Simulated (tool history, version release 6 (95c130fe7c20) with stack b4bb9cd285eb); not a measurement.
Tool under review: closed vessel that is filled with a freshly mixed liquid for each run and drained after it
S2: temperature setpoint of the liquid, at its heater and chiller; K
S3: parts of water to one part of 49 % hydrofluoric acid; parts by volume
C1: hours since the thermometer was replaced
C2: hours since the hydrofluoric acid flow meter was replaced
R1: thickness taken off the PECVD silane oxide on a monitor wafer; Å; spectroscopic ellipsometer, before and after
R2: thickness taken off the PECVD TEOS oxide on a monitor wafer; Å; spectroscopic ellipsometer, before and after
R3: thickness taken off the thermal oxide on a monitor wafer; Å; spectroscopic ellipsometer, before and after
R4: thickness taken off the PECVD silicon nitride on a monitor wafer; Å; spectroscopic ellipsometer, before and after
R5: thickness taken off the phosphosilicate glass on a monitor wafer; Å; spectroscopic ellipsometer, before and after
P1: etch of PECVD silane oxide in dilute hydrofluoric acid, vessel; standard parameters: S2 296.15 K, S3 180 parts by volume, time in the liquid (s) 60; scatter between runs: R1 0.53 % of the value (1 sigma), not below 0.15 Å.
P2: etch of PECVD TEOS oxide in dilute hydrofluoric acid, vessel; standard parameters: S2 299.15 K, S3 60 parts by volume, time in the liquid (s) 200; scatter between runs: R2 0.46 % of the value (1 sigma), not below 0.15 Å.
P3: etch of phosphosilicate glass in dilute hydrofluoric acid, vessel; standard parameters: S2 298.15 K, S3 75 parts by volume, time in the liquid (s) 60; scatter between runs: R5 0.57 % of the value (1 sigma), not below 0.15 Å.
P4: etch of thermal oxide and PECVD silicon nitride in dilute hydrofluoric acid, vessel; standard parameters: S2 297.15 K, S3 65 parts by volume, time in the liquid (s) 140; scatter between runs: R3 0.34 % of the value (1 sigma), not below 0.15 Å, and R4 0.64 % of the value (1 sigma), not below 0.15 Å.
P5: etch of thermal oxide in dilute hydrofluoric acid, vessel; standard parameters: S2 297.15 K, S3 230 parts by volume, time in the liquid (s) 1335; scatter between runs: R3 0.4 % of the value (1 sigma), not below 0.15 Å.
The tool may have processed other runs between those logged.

run 1 hour=4.7 | process_that_ran=P1 S2=296.15 S3=180 time_in_the_liquid_(s)=60 | C1=910.8 C2=366.0 | R1=109.110
run 2 hour=9.2 | process_that_ran=P2 S2=299.15 S3=100 time_in_the_liquid_(s)=200 | C1=915.3 C2=370.5 | R2=300.73
run 3 hour=11.7 | process_that_ran=P5 S2=297.15 S3=230 time_in_the_liquid_(s)=1335 | C1=917.8 C2=373.0 | R3=243.430
run 4 hour=14.1 | process_that_ran=P1 S2=296.15 S3=275 time_in_the_liquid_(s)=60 | C1=920.2 C2=375.4 | R1=64.913
run 5 hour=18.4 | process_that_ran=P1 S2=296.15 S3=180 time_in_the_liquid_(s)=60 | C1=924.5 C2=379.7 | R1=109.140
run 6 hour=23.0 | process_that_ran=P5 S2=297.15 S3=230 time_in_the_liquid_(s)=1335 | C1=929.1 C2=384.3 | R3=243.140
run 7 hour=25.7 | process_that_ran=P5 S2=297.15 S3=325 time_in_the_liquid_(s)=1335 | C1=931.8 C2=387.0 | R3=157.500
run 8 hour=28.6 | process_that_ran=P4 S2=297.15 S3=65 time_in_the_liquid_(s)=140 | C1=934.7 C2=389.9 | R3=114.180 R4=40.151
run 9 hour=31.7 | process_that_ran=P1 S2=296.15 S3=180 time_in_the_liquid_(s)=60 | C1=937.8 C2=393.0 | R1=109.420
run 10 hour=36.2 | process_that_ran=P1 S2=291.65 S3=180 time_in_the_liquid_(s)=60 | C1=942.3 C2=397.5 | R1=91.030
run 11 hour=40.4 | process_that_ran=P2 S2=303.15 S3=60 time_in_the_liquid_(s)=200 | C1=946.5 C2=401.7 | R2=626.04
run 12 hour=44.4 | process_that_ran=P1 S2=296.15 S3=180 time_in_the_liquid_(s)=60 | C1=950.5 C2=405.7 | R1=109.630
run 13 hour=49.2 | process_that_ran=P1 S2=296.15 S3=180 time_in_the_liquid_(s)=60 | C1=955.3 C2=410.5 | R1=110.320
run 14 hour=53.1 | process_that_ran=P3 S2=298.15 S3=75 time_in_the_liquid_(s)=115 | C1=959.2 C2=414.4 | R5=1606.80
run 15 hour=57.5 | process_that_ran=P5 S2=297.15 S3=230 time_in_the_liquid_(s)=2280 | C1=963.6 C2=418.8 | R3=416.060
run 16 hour=61.9 | process_that_ran=P4 S2=301.65 S3=65 time_in_the_liquid_(s)=140 | C1=968.0 C2=423.2 | R3=136.690 R4=53.876
run 17 hour=66.8 | process_that_ran=P1 S2=300.65 S3=180 time_in_the_liquid_(s)=85 | C1=972.9 C2=428.1 | R1=180.770
run 18 hour=71.4 | process_that_ran=P5 S2=303.65 S3=230 time_in_the_liquid_(s)=1335 | C1=977.5 C2=432.7 | R3=308.040
run 19 hour=75.9 | process_that_ran=P2 S2=299.15 S3=60 time_in_the_liquid_(s)=200 | C1=982.0 C2=437.2 | R2=527.10
run 20 hour=80.9 | process_that_ran=P4 S2=297.15 S3=65 time_in_the_liquid_(s)=40 | C1=987.0 C2=442.2 | R3=32.138 R4=11.458
run 21 hour=85.8 | process_that_ran=P1 S2=296.15 S3=180 time_in_the_liquid_(s)=115 | C1=991.9 C2=447.1 | R1=208.960
run 22 hour=88.5 | process_that_ran=P3 S2=303.15 S3=75 time_in_the_liquid_(s)=60 | C1=994.6 C2=449.8 | R5=1008.70
run 23 hour=91.3 | process_that_ran=P4 S2=297.15 S3=110 time_in_the_liquid_(s)=140 | C1=997.4 C2=452.6 | R3=63.542 R4=23.843
-- hour=93.5 thermometer replaced
run 24 hour=93.7 | process_that_ran=P3 S2=298.15 S3=75 time_in_the_liquid_(s)=60 | C1=0.2 C2=455.0 | R5=831.01
run 25 hour=96.8 | process_that_ran=P4 S2=297.15 S3=65 time_in_the_liquid_(s)=140 | C1=3.3 C2=458.1 | R3=113.570 R4=40.368
run 26 hour=99.8 | process_that_ran=P1 S2=296.15 S3=180 time_in_the_liquid_(s)=60 | C1=6.3 C2=461.1 | R1=110.100
run 27 hour=102.9 | process_that_ran=P3 S2=298.15 S3=20 time_in_the_liquid_(s)=60 | C1=9.4 C2=464.2 | R5=3358.40
run 28 hour=106.7 | process_that_ran=P1 S2=296.15 S3=30 time_in_the_liquid_(s)=60 | C1=13.2 C2=468.0 | R1=782.470
run 29 hour=110.5 | process_that_ran=P3 S2=298.15 S3=75 time_in_the_liquid_(s)=60 | C1=17.0 C2=471.8 | R5=840.26
run 30 hour=113.3 | process_that_ran=P1 S2=296.15 S3=180 time_in_the_liquid_(s)=30 | C1=19.8 C2=474.6 | R1=54.770
run 31 hour=116.5 | process_that_ran=P2 S2=299.15 S3=60 time_in_the_liquid_(s)=105 | C1=23.0 C2=477.8 | R2=279.00
run 32 hour=119.3 | process_that_ran=P1 S2=301.65 S3=180 time_in_the_liquid_(s)=60 | C1=25.8 C2=480.6 | R1=133.220
run 33 hour=124.3 | process_that_ran=P1 S2=296.15 S3=180 time_in_the_liquid_(s)=60 | C1=30.8 C2=485.6 | R1=109.160
run 34 hour=128.5 | process_that_ran=P1 S2=296.15 S3=180 time_in_the_liquid_(s)=60 | C1=35.0 C2=489.8 | R1=113.320
run 35 hour=132.2 | process_that_ran=P1 S2=296.15 S3=180 time_in_the_liquid_(s)=60 | C1=38.7 C2=493.5 | R1=113.710
run 36 hour=135.5 | process_that_ran=P1 S2=296.15 S3=180 time_in_the_liquid_(s)=60 | C1=42.0 C2=496.8 | R1=114.070
run 37 hour=139.3 | process_that_ran=P1 S2=296.15 S3=180 time_in_the_liquid_(s)=60 | C1=45.8 C2=500.6 | R1=116.070
run 38 hour=142.8 | process_that_ran=P1 S2=296.15 S3=180 time_in_the_liquid_(s)=60 | C1=49.3 C2=504.1 | R1=114.980
run 39 hour=146.3 | process_that_ran=P1 S2=296.15 S3=180 time_in_the_liquid_(s)=60 | C1=52.8 C2=507.6 | R1=115.510
run 40 hour=150.1 | process_that_ran=P1 S2=296.15 S3=180 time_in_the_liquid_(s)=60 | C1=56.6 C2=511.4 | R1=117.100
run 41 hour=152.9 | process_that_ran=P1 S2=296.15 S3=180 time_in_the_liquid_(s)=60 | C1=59.4 C2=514.2 | R1=115.930

What P1 gives has crept away from where it was. These 2 causes fit the log equally well, each at the size given:
A: hydrofluoric acid flow above the setpoint (%) = 5.64
B: liquid hotter than its thermometer reads (K) = 1.74
The process output started creeping at around hour 124.3.

Which of the 4 check runs listed below separates the causes, so that each cause would produce a clearly different result? Each run uses one wafer, and its results are marked with question marks.
run check 1 hour=155.7 | process_that_ran=P4 S2=297.15 S3=65 time_in_the_liquid_(s)=140 | R3=? R4=?
run check 2 hour=155.7 | process_that_ran=P3 S2=298.15 S3=75 time_in_the_liquid_(s)=60 | R5=?
run check 3 hour=155.7 | process_that_ran=P5 S2=297.15 S3=230 time_in_the_liquid_(s)=1335 | R3=?
run check 4 hour=155.7 | process_that_ran=P2 S2=299.15 S3=60 time_in_the_liquid_(s)=200 | R2=?

How each check would come out, cause by cause:
check=check_1 result=R3 if_A=120.620 if_B=121.940
check=check_1 result=R4 if_A=42.269 if_B=44.965
check=check_2 result=R5 if_A=886.84 if_B=894.91
check=check_3 result=R3 if_A=261.780 if_B=260.400
check=check_4 result=R2 if_A=564.48 if_B=570.26
Smallest distance between any two causes, each pair judged by its most separating result, in per cent: check 1 6.18 %; check 2 0.91 %; check 3 0.53 %; check 4 1.02 %
The causes can be told apart only by check 1. The other checks would give nearly the same results under each of them.

Check 1 was carried out, with these results: R3 120.660 Å; R4 42.439 Å. Which of the listed causes is responsible?

It was cause A: hydrofluoric acid flow above the setpoint (%).
